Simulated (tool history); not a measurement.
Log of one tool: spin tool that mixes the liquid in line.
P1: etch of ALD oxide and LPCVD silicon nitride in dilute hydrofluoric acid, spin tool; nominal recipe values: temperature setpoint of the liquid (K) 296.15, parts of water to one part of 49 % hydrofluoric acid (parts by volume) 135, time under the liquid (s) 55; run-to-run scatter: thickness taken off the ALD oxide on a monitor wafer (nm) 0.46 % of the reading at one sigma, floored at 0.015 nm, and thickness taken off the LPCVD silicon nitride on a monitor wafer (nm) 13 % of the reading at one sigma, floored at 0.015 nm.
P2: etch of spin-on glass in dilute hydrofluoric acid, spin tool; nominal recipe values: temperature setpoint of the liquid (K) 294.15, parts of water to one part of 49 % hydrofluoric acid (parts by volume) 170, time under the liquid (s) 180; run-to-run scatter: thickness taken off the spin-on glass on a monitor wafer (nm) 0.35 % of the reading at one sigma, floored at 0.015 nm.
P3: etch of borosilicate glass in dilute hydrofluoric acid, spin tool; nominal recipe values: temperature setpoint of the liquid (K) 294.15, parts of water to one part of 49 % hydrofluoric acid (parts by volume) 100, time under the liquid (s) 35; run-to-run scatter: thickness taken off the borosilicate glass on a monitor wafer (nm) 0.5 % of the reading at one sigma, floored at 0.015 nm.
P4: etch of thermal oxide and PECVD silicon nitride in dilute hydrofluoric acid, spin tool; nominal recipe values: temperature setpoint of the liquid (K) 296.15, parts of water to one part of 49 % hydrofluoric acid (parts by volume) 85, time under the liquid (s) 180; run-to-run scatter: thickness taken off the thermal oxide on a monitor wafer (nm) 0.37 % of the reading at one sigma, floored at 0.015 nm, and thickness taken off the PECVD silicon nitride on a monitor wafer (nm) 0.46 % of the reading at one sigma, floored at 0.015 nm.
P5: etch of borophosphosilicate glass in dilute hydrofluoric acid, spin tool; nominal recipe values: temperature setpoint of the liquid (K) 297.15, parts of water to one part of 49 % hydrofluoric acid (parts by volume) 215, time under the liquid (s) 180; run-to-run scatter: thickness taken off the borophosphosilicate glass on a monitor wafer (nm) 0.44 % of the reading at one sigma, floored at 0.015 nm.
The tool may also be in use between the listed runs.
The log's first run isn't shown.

run   hour  process that ran  temperature setpoint of the liquid (K)  parts of water to one part of 49 % hydrofluoric acid (parts by volume)  time under the liquid (s)  hours since the thermometer was replaced  hours since the hydrofluoric acid flow meter was replaced  thickness taken off the ALD oxide on a monitor wafer (nm)  thickness taken off the LPCVD silicon nitride on a monitor wafer (nm)  thickness taken off the spin-on glass on a monitor wafer (nm)  thickness taken off the borophosphosilicate glass on a monitor wafer (nm)  thickness taken off the borosilicate glass on a monitor wafer (nm)  thickness taken off the thermal oxide on a monitor wafer (nm)  thickness taken off the PECVD silicon nitride on a monitor wafer (nm)
  2    9.8                P1                                  296.15                                                                     135                         25                                     328.9                                                      293.9                                                     3.2883                                                                0.10757
  3   15.3                P2                                  294.15                                                                     170                        275                                     334.4                                                      299.4                                                                                                                                                                                           58.609
  4     18                P5                                  297.15                                                                     325                        180                                     337.1                                                      302.1                                                                                                                                                                                                                                                                      14.137
  5   23.2                P3                                  290.15                                                                     100                         35                                     342.3                                                      307.3                                                                                                                                                                                                                                                                                                                                          8.6061
  6   28.1                P2                                  290.15                                                                     170                        180                                     347.2                                                      312.2                                                                                                                                                                                           32.468
  7   32.2                P4                                  296.15                                                                      85                        305                                     351.3                                                      316.3                                                                                                                                                                                                                                                                                                                                                                                                         16.022                                                                 8.9574
  8   38.1                P1                                  296.15                                                                     135                         55                                     357.2                                                      322.2                                                     7.2253                                                                0.14243
  9   42.5                P3                                  294.15                                                                     100                         35                                     361.6                                                      326.6                                                                                                                                                                                                                                                                                                                                          10.109
 10   45.9                P1                                  296.15                                                                     135                         55                                       365                                                        330                                                     7.2933                                                                0.19152
 11   49.1                P4                                  296.15                                                                      85                        180                                     368.2                                                      333.2                                                                                                                                                                                                                                                                                                                                                                                                          9.476                                                                 5.2718
 12   54.8                P4                                  296.15                                                                      85                        180                                     373.9                                                      338.9                                                                                                                                                                                                                                                                                                                                                                                                         9.4153                                                                 5.2897
 13   57.5                P4                                  296.15                                                                      25                        180                                     376.6                                                      341.6                                                                                                                                                                                                                                                                                                                                                                                                         34.731                                                                 17.565
 14   60.7                P1                                  296.15                                                                     205                         55                                     379.8                                                      344.8                                                     4.4687                                                                 0.1563
 15   66.9                P5                                  297.15                                                                     215                        180                                       386                                                        351                                                                                                                                                                                                                                                                       23.56
 16   72.8                P1                                  291.65                                                                     135                         15                                     391.9                                                      356.9                                                     1.6561                                                               0.033858
 17   75.9                P3                                  294.15                                                                     100                         35                                       395                                                        360                                                                                                                                                                                                                                                                                                                                          10.207
 18   79.2                P1                                  302.65                                                                     135                         55                                     398.3                                                      363.3                                                     9.3136                                                                0.25704
 19   83.8                P3                                  294.15                                                                     100                         15                                     402.9                                                      367.9                                                                                                                                                                                                                                                                                                                                          4.3532
 20   87.3                P2                                  294.15                                                                      35                        180                                     406.4                                                      371.4                                                                                                                                                                                           215.23
 21   92.2                P1                                  296.15                                                                     135                        115                                     411.3                                                      376.3                                                     15.211                                                                0.41314
 22   97.9                P1                                  296.15                                                                     135                         55                                       417                                                        382                                                     7.3071                                                                0.17044
 23  100.8                P5                                  297.15                                                                     215                        180                                     419.9                                                      384.9                                                                                                                                                                                                                                                                      23.825
 24  106.5                P5                                  297.15                                                                     215                        320                                     425.6                                                      390.6                                                                                                                                                                                                                                                                      42.482
 25  111.1                P1                                  296.15                                                                     135                         55                                     430.2                                                      395.2                                                      7.355                                                                0.16958
 26    115                P1                                  302.15                                                                     135                         85                                     434.1                                                      399.1                                                     14.204                                                                0.35547

Run 27 comes next. What will it give?
 27  118.2                P3                                  294.15                                                                      35                         35                                     437.3                                                      402.3                                                                                                                                                                                                                                                                                                                                               ?

thickness taken off the borosilicate glass on a monitor wafer (nm): 31.239
